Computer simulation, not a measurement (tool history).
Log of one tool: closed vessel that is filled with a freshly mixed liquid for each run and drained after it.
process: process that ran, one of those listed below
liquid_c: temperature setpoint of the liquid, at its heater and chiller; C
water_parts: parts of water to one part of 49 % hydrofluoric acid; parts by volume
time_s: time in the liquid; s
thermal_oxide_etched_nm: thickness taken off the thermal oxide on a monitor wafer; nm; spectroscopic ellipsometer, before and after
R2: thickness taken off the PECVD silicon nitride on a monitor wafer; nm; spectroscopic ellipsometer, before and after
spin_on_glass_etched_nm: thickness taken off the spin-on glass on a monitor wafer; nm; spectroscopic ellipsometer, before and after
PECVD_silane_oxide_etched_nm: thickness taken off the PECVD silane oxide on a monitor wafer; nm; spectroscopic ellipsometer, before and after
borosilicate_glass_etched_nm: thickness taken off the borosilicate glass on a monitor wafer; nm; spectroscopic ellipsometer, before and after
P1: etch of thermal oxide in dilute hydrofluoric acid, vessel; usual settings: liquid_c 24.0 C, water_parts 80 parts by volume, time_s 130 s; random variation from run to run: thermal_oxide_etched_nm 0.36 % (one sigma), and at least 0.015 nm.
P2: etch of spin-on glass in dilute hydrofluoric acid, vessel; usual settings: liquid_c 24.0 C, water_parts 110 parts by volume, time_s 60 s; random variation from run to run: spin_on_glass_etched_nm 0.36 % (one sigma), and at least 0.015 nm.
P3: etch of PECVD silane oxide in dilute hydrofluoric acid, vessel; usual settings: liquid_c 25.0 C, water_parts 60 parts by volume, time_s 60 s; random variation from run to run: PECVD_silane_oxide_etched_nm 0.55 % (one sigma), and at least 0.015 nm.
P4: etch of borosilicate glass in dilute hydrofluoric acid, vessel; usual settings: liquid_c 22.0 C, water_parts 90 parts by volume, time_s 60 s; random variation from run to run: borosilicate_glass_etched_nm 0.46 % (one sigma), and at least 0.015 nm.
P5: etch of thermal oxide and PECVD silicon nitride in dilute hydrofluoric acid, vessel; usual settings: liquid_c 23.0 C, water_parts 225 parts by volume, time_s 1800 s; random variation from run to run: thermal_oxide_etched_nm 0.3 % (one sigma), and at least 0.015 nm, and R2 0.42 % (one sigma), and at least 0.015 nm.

{"run": 1, "hour": 11.6, "process": "P1", "liquid_c": 24.0, "water_parts": 80, "time_s": 130, "thermal_oxide_etched_nm": 7.8642}
{"run": 2, "hour": 25.4, "process": "P1", "liquid_c": 24.0, "water_parts": 80, "time_s": 220, "thermal_oxide_etched_nm": 13.36}
{"run": 3, "hour": 33.8, "process": "P1", "liquid_c": 24.0, "water_parts": 80, "time_s": 130, "thermal_oxide_etched_nm": 7.8456}
{"run": 4, "hour": 41.5, "process": "P5", "liquid_c": 23.0, "water_parts": 225, "time_s": 1800, "thermal_oxide_etched_nm": 30.296, "R2": 35.294}
{"run": 5, "hour": 57.9, "process": "P1", "liquid_c": 24.0, "water_parts": 145, "time_s": 130, "thermal_oxide_etched_nm": 4.007}
{"run": 6, "hour": 72.5, "process": "P2", "liquid_c": 24.0, "water_parts": 110, "time_s": 90, "spin_on_glass_etched_nm": 27.502}
{"run": 7, "hour": 82.1, "process": "P1", "liquid_c": 24.0, "water_parts": 80, "time_s": 130, "thermal_oxide_etched_nm": 7.8199}
{"run": 8, "hour": 98.6, "process": "P1", "liquid_c": 18.0, "water_parts": 80, "time_s": 130, "thermal_oxide_etched_nm": 6.1345}
{"run": 9, "hour": 109.8, "process": "P2", "liquid_c": 24.0, "water_parts": 110, "time_s": 60, "spin_on_glass_etched_nm": 18.27}
{"run": 10, "hour": 124.2, "process": "P3", "liquid_c": 25.0, "water_parts": 60, "time_s": 60, "PECVD_silane_oxide_etched_nm": 16.663}
{"run": 11, "hour": 134.4, "process": "P3", "liquid_c": 25.0, "water_parts": 95, "time_s": 60, "PECVD_silane_oxide_etched_nm": 10.072}
{"run": 12, "hour": 147.8, "process": "P4", "liquid_c": 22.0, "water_parts": 90, "time_s": 30, "borosilicate_glass_etched_nm": 13.283}
{"run": 13, "hour": 159.8, "process": "P1", "liquid_c": 24.0, "water_parts": 80, "time_s": 55, "thermal_oxide_etched_nm": 3.3105}
{"run": 14, "hour": 169.8, "process": "P1", "liquid_c": 24.0, "water_parts": 20, "time_s": 130, "thermal_oxide_etched_nm": 33.903}
{"run": 15, "hour": 185.1, "process": "P1", "liquid_c": 24.0, "water_parts": 135, "time_s": 225, "thermal_oxide_etched_nm": 7.5038}
{"run": 16, "hour": 197.1, "process": "P2", "liquid_c": 24.0, "water_parts": 165, "time_s": 60, "spin_on_glass_etched_nm": 11.421}
{"run": 17, "hour": 214.2, "process": "P1", "liquid_c": 24.0, "water_parts": 80, "time_s": 130, "thermal_oxide_etched_nm": 7.8913}
{"run": 18, "hour": 223.0, "process": "P2", "liquid_c": 17.0, "water_parts": 110, "time_s": 60, "spin_on_glass_etched_nm": 13.778}
{"run": 19, "hour": 236.1, "process": "P5", "liquid_c": 17.5, "water_parts": 225, "time_s": 1800, "thermal_oxide_etched_nm": 24.421, "R2": 24.702}
{"run": 20, "hour": 244.0, "process": "P1", "liquid_c": 24.0, "water_parts": 80, "time_s": 130, "thermal_oxide_etched_nm": 7.8685}
{"run": 21, "hour": 251.5, "process": "P5", "liquid_c": 23.0, "water_parts": 225, "time_s": 915, "thermal_oxide_etched_nm": 15.311, "R2": 17.917}
{"run": 22, "hour": 265.0, "process": "P3", "liquid_c": 25.0, "water_parts": 60, "time_s": 100, "PECVD_silane_oxide_etched_nm": 27.776}
{"run": 23, "hour": 274.7, "process": "P5", "liquid_c": 23.0, "water_parts": 85, "time_s": 1800, "thermal_oxide_etched_nm": 92.924, "R2": 91.299}
{"run": 24, "hour": 288.4, "process": "P1", "liquid_c": 28.5, "water_parts": 80, "time_s": 130, "thermal_oxide_etched_nm": 9.3515}
{"run": 25, "hour": 296.5, "process": "P1", "liquid_c": 24.0, "water_parts": 80, "time_s": 130, "thermal_oxide_etched_nm": 7.8645}
{"run": 26, "hour": 308.7, "process": "P4", "liquid_c": 22.0, "water_parts": 90, "time_s": 60, "borosilicate_glass_etched_nm": 26.558}
{"run": 27, "hour": 325.0, "process": "P3", "liquid_c": 20.5, "water_parts": 60, "time_s": 60, "PECVD_silane_oxide_etched_nm": 13.927}
{"run": 28, "hour": 338.2, "process": "P4", "liquid_c": 22.0, "water_parts": 155, "time_s": 60, "borosilicate_glass_etched_nm": 14.412}
{"run": 29, "hour": 349.2, "process": "P1", "liquid_c": 24.0, "water_parts": 120, "time_s": 215, "thermal_oxide_etched_nm": 8.2192}
{"run": 30, "hour": 358.2, "process": "P4", "liquid_c": 17.5, "water_parts": 90, "time_s": 60, "borosilicate_glass_etched_nm": 22.045}
{"run": 31, "hour": 366.2, "process": "P4", "liquid_c": 22.0, "water_parts": 90, "time_s": 60, "borosilicate_glass_etched_nm": 26.629}
{"run": 32, "hour": 374.9, "process": "P1", "liquid_c": 24.0, "water_parts": 80, "time_s": 130, "thermal_oxide_etched_nm": 7.8289}
{"run": 33, "hour": 390.8, "process": "P1", "liquid_c": 24.0, "water_parts": 80, "time_s": 130, "thermal_oxide_etched_nm": 8.2368}
{"run": 34, "hour": 402.6, "process": "P1", "liquid_c": 24.0, "water_parts": 80, "time_s": 130, "thermal_oxide_etched_nm": 8.417}
{"run": 35, "hour": 410.4, "process": "P1", "liquid_c": 24.0, "water_parts": 80, "time_s": 130, "thermal_oxide_etched_nm": 8.402}
{"run": 36, "hour": 425.0, "process": "P1", "liquid_c": 24.0, "water_parts": 80, "time_s": 130, "thermal_oxide_etched_nm": 8.4919}
{"run": 37, "hour": 436.3, "process": "P1", "liquid_c": 24.0, "water_parts": 80, "time_s": 130, "thermal_oxide_etched_nm": 8.5042}
{"run": 38, "hour": 453.1, "process": "P1", "liquid_c": 24.0, "water_parts": 80, "time_s": 130, "thermal_oxide_etched_nm": 8.5064}

What P1 gives has crept away from where it was. These 2 causes fit the log equally well, each at the size given:
A: liquid hotter than its thermometer reads (K) = 2.09
B: hydrofluoric acid flow above the setpoint (%) = 7.85
The creep began at about hour 374.9.

4 check runs are offered, one wafer each, their results left as question marks. Which one tells the causes apart?
{"run": "check 1", "hour": 469.9, "process": "P5", "liquid_c": 23.0, "water_parts": 225, "time_s": 1800, "thermal_oxide_etched_nm": "?", "R2": "?"}
{"run": "check 2", "hour": 469.9, "process": "P2", "liquid_c": 24.0, "water_parts": 110, "time_s": 60, "spin_on_glass_etched_nm": "?"}
{"run": "check 3", "hour": 469.9, "process": "P4", "liquid_c": 22.0, "water_parts": 90, "time_s": 60, "borosilicate_glass_etched_nm": "?"}
{"run": "check 4", "hour": 469.9, "process": "P3", "liquid_c": 25.0, "water_parts": 60, "time_s": 60, "PECVD_silane_oxide_etched_nm": "?"}

What each check would give under each cause:
check=check_1 result=thermal_oxide_etched_nm if_A=32.5010 if_B=33.0430
check=check_1 result=R2 if_A=40.057 if_B=37.859
check=check_2 result=spin_on_glass_etched_nm if_A=19.886 if_B=19.965
check=check_3 result=borosilicate_glass_etched_nm if_A=28.888 if_B=28.867
check=check_4 result=PECVD_silane_oxide_etched_nm if_A=18.121 if_B=18.077
How far apart the two closest causes lie, in the result that separates them most: check 1 5.64 %; check 2 0.4 %; check 3 0.07 %; check 4 0.24 %
Check 1 tells the causes apart: in the others they would give nearly the same result.

Then check 1 was run and gave: thermal_oxide_etched_nm 33.0260 nm; R2 38.026 nm. Which cause is it?

It is B: hydrofluoric acid flow above the setpoint (%).

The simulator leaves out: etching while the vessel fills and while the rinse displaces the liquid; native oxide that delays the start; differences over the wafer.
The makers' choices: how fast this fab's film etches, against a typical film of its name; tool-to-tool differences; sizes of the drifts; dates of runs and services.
